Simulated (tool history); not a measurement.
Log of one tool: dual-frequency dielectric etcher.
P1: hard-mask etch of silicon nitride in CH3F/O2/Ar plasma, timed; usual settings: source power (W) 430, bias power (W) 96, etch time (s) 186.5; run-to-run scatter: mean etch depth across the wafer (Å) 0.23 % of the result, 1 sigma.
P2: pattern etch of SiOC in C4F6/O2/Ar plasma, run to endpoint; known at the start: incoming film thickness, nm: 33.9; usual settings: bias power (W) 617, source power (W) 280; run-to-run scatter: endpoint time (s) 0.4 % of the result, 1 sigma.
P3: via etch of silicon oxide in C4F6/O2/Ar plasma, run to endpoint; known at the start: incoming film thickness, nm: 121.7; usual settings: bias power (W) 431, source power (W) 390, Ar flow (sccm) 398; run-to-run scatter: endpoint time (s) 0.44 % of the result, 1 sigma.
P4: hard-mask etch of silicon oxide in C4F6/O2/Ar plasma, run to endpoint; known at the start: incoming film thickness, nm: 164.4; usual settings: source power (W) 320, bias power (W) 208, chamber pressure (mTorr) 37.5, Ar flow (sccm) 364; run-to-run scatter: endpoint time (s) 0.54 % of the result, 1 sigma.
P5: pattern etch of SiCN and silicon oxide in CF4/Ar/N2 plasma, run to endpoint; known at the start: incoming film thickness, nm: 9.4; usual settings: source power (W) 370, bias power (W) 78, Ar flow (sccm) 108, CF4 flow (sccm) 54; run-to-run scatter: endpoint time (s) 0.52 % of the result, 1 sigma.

run   hour  process that ran  source power (W)  bias power (W)  etch time (s)  Ar flow (sccm)  chamber pressure (mTorr)  CF4 flow (sccm)  hours since the last wet clean  hours since the last source power generator calibration  hours since the last bias power generator calibration  mean etch depth across the wafer (Å)  endpoint time (s)
  1    8.0                P1               430              96          186.5                                                                                      337.7                                                   1809.5                                                  559.3                               1456.40
  2   14.7                P1               430              96          247.5                                                                                      344.4                                                   1816.2                                                  566.0                               1946.50
  3   24.0                P1               430              96          186.5                                                                                      353.7                                                   1825.5                                                  575.3                               1462.00
  4   32.8                P3               390             431                            308                                                                      362.5                                                   1834.3                                                  584.1                                                   29.194
  5   38.7                P4               320             208                            288                      37.5                                            368.4                                                   1840.2                                                  590.0                                                   54.627
  6   45.6                P4               320             208                            364                      30.0                                            375.3                                                   1847.1                                                  596.9                                                   54.548
  7   51.3                P3               270             431                            398                                                                      381.0                                                   1852.8                                                  602.6                                                   34.654
  8   61.6                P4               210             208                            364                      37.5                                            391.3                                                   1863.1                                                  612.9                                                   65.791
  9   67.1                P1               430              96          112.5                                                                                      396.8                                                   1868.6                                                  618.4                                881.46
 10   78.4                P2               280             409                                                                                                     408.1                                                   1879.9                                                  629.7                                                   14.207
 11   88.8                P3               390             431                            398                                                                      418.5                                                   1890.3                                                  640.1                                                   29.930
 12   96.1                P1               430              96          186.5                                                                                      425.8                                                   1897.6                                                  647.4                               1462.20
 13  102.4                P4               320             208                            364                      37.5                                            432.1                                                   1903.9                                                  653.7                                                   56.006
 14  110.7                P5               260              78                            108                                         54                           440.4                                                   1912.2                                                  662.0                                                   18.697
 15  120.3                P4               320             258                            364                      37.5                                            450.0                                                   1921.8                                                  671.6                                                   51.918
 16  131.7                P1               430              96          186.5                                                                                      461.4                                                   1933.2                                                  683.0                               1462.30
 17  142.8                P1               430              96          186.5                                                                                      472.5                                                   1944.3                                                  694.1                               1458.30
 18  148.1                P2               200             617                                                                                                     477.8                                                   1949.6                                                  699.4                                                   13.715
 19  158.2                P1               430              96          186.5                                                                                      487.9                                                   1959.7                                                  709.5                               1460.60
 20  168.8                P1               430              57          186.5                                                                                      498.5                                                   1970.3                                                  720.1                               1224.70
 21  173.9                P1               430             130          186.5                                                                                      503.6                                                   1975.4                                                  725.2                               1642.60
     179.3  -- bias power generator calibrated
 22  182.3                P2               280             617                                                                                                     512.0                                                   1983.8                                                    3.0                                                   12.192
 23  192.3                P5               370              78                             85                                         54                           522.0                                                   1993.8                                                   13.0                                                   13.018
 24  203.8                P1               610              96          186.5                                                                                      533.5                                                   2005.3                                                   24.5                               1667.20
 25  210.6                P1               280              96          131.5                                                                                      540.3                                                   2012.1                                                   31.3                                873.14
 26  222.1                P4               320             208                            364                      37.5                                            551.8                                                   2023.6                                                   42.8                                                   55.726

Forecast run 27:
 27  231.1                P3               390             253                            398                                                                      560.8                                                   2032.6                                                   51.8                                                        ?

endpoint time (s): 36.251
